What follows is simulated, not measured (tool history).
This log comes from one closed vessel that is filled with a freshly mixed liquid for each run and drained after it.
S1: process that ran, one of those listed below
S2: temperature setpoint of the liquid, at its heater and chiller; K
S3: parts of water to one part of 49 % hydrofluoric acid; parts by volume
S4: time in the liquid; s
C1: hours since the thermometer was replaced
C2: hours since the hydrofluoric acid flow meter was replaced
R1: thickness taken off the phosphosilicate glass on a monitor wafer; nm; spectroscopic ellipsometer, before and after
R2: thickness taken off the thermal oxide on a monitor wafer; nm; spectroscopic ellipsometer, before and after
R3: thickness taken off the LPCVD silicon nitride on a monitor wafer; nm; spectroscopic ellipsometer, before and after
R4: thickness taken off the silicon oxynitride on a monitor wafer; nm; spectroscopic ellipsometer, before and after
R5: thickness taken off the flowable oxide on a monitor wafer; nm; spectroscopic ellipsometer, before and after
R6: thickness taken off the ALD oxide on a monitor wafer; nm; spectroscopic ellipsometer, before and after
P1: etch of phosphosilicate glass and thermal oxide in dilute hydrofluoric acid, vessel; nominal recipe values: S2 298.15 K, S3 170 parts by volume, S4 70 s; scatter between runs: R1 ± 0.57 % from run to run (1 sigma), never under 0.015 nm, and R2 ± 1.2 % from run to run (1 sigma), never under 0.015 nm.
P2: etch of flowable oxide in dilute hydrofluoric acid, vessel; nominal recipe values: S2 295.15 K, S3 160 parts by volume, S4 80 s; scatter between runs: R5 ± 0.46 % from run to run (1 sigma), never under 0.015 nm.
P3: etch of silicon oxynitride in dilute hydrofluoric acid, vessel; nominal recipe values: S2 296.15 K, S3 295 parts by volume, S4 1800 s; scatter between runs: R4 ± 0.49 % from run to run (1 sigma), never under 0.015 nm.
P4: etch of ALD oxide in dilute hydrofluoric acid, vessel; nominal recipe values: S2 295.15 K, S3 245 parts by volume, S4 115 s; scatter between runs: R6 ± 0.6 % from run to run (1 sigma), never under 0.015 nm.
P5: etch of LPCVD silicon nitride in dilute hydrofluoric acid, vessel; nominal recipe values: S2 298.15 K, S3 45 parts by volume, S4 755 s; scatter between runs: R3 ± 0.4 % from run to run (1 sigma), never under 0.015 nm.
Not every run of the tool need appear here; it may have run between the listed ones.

| run | hour | S1 | S2 | S3 | S4 | C1 | C2 | R1 | R2 | R3 | R4 | R5 | R6 |
|---|---|---|---|---|---|---|---|---|---|---|---|---|---|
| 1 | 3.2 | P1 | 298.15 | 170 | 70 | 601.0 | 346.9 | 24.0050 | 1.95280 |  |  |  |  |
| 2 | 6.2 | P5 | 298.15 | 45 | 1115 | 604.0 | 349.9 |  |  | 12.4790 |  |  |  |
| 3 | 9.4 | P1 | 304.65 | 170 | 70 | 607.2 | 353.1 | 30.6330 | 2.42870 |  |  |  |  |
| 4 | 12.6 | P3 | 302.65 | 295 | 1800 | 610.4 | 356.3 |  |  |  | 9.2141 |  |  |
| 5 | 17.1 | P2 | 295.15 | 265 | 80 | 614.9 | 360.8 |  |  |  |  | 11.8730 |  |
| 6 | 19.8 | P1 | 298.15 | 170 | 30 | 617.6 | 363.5 | 10.4420 | 0.83670 |  |  |  |  |
| 7 | 22.4 | P3 | 296.15 | 295 | 1800 | 620.2 | 366.1 |  |  |  | 7.0871 |  |  |
| 8 | 26.5 | P5 | 291.15 | 45 | 755 | 624.3 | 370.2 |  |  | 5.1908 |  |  |  |
| 9 | 31.5 | P2 | 295.15 | 160 | 80 | 629.3 | 375.2 |  |  |  |  | 22.0690 |  |
| 10 | 34.7 | P1 | 293.65 | 170 | 70 | 632.5 | 378.4 | 20.1730 | 1.63290 |  |  |  |  |
| 11 | 38.8 | P1 | 298.15 | 35 | 70 | 636.6 | 382.5 | 138.4200 | 11.26500 |  |  |  |  |
| 12 | 41.9 | P1 | 298.15 | 170 | 70 | 639.7 | 385.6 | 24.0800 | 1.91220 |  |  |  |  |
| 13 | 46.2 | P3 | 296.15 | 60 | 1800 | 644.0 | 389.9 |  |  |  | 41.0470 |  |  |
| 14 | 48.6 | P1 | 298.15 | 255 | 30 | 646.4 | 392.3 | 6.3377 | 0.50335 |  |  |  |  |
| 15 | 52.9 | P1 | 298.15 | 170 | 70 | 650.7 | 396.6 | 24.3900 | 1.96830 |  |  |  |  |
| 16 | 56.1 | P4 | 295.15 | 100 | 115 | 653.9 | 399.8 |  |  |  |  |  | 16.7360 |
| 17 | 59.1 | P3 | 296.15 | 295 | 265 | 656.9 | 402.8 |  |  |  | 1.0145 |  |  |
| 18 | 61.4 | P1 | 291.15 | 170 | 35 | 659.2 | 405.1 | 9.2783 | 0.69866 |  |  |  |  |
| 19 | 64.3 | P5 | 298.15 | 45 | 755 | 662.1 | 408.0 |  |  | 8.4315 |  |  |  |
| 20 | 69.4 | P1 | 298.15 | 170 | 70 | 667.2 | 413.1 | 24.1370 | 1.91570 |  |  |  |  |
| 21 | 73.8 | P4 | 290.15 | 245 | 115 | 671.6 | 417.5 |  |  |  |  |  | 4.9044 |
| 22 | 76.4 | P1 | 298.15 | 170 | 120 | 674.2 | 420.1 | 41.4420 | 3.28660 |  |  |  |  |
| 23 | 81.3 | P4 | 295.15 | 245 | 200 | 679.1 | 425.0 |  |  |  |  |  | 10.2650 |
| 24 | 84.9 | P2 | 295.15 | 160 | 30 | 682.7 | 428.6 |  |  |  |  | 8.2544 |  |
| 25 | 90.0 | P1 | 298.15 | 250 | 70 | 687.8 | 433.7 | 15.0380 | 1.18350 |  |  |  |  |
| 26 | 95.1 | P4 | 295.15 | 245 | 115 | 692.9 | 438.8 |  |  |  |  |  | 5.8652 |
| 27 | 100.4 | P1 | 298.15 | 170 | 70 | 698.2 | 444.1 | 24.3790 | 1.94240 |  |  |  |  |
| 28 | 105.5 | P3 | 296.15 | 295 | 1800 | 703.3 | 449.2 |  |  |  | 7.0135 |  |  |
| 29 | 110.0 | P2 | 290.15 | 160 | 80 | 707.8 | 453.7 |  |  |  |  | 18.0320 |  |
| 30 | 112.8 | P5 | 298.15 | 65 | 755 | 710.6 | 456.5 |  |  | 5.8383 |  |  |  |
| 31 | 116.8 | P1 | 298.15 | 170 | 70 | 714.6 | 460.5 | 24.1490 | 1.95200 |  |  |  |  |
| 32 | 121.2 | P1 | 298.15 | 170 | 70 | 719.0 | 464.9 | 23.6810 | 1.88430 |  |  |  |  |
| 33 | 125.5 | P1 | 298.15 | 170 | 70 | 723.3 | 469.2 | 23.0360 | 1.77070 |  |  |  |  |
| 34 | 129.1 | P1 | 298.15 | 170 | 70 | 726.9 | 472.8 | 22.8880 | 1.76230 |  |  |  |  |

Run 35, settings as shown, results not yet in. Your forecast:
| 35 | 134.2 | P1 | 298.15 | 170 | 70 | 732.0 | 477.9 | ? | ? |  |  |  |  |

Logged for run 35: R1 22.7760 nm, R2 1.79300 nm.
